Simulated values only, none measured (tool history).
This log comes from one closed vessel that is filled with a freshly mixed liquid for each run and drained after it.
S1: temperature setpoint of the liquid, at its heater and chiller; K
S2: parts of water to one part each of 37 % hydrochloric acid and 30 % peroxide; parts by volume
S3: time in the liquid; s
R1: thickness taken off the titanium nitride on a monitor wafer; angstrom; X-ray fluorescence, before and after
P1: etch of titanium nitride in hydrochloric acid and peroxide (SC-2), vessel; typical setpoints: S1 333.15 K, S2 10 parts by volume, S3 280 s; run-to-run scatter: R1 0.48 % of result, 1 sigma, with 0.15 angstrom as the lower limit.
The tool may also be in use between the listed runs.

run,day,S1,S2,S3,R1
1,0.317,333.15,10,280,192.65
2,0.633,333.15,10,280,191.48
3,0.912,319.15,10,40,11.191
4,1.158,333.15,10,280,192.81
5,1.5,333.15,10,555,381.81
6,1.712,333.15,6.5,440,425.66
7,2.121,333.15,10,280,191.89
8,2.354,326.65,15,280,88.772
9,2.708,333.15,10,280,191.57
10,3.125,320.65,10,280,84.651
11,3.546,333.15,17,280,120.96

Run 12 has not been measured yet. What should we expect?
12,3.862,345.15,10,280,?

R1: 399.51 angstrom
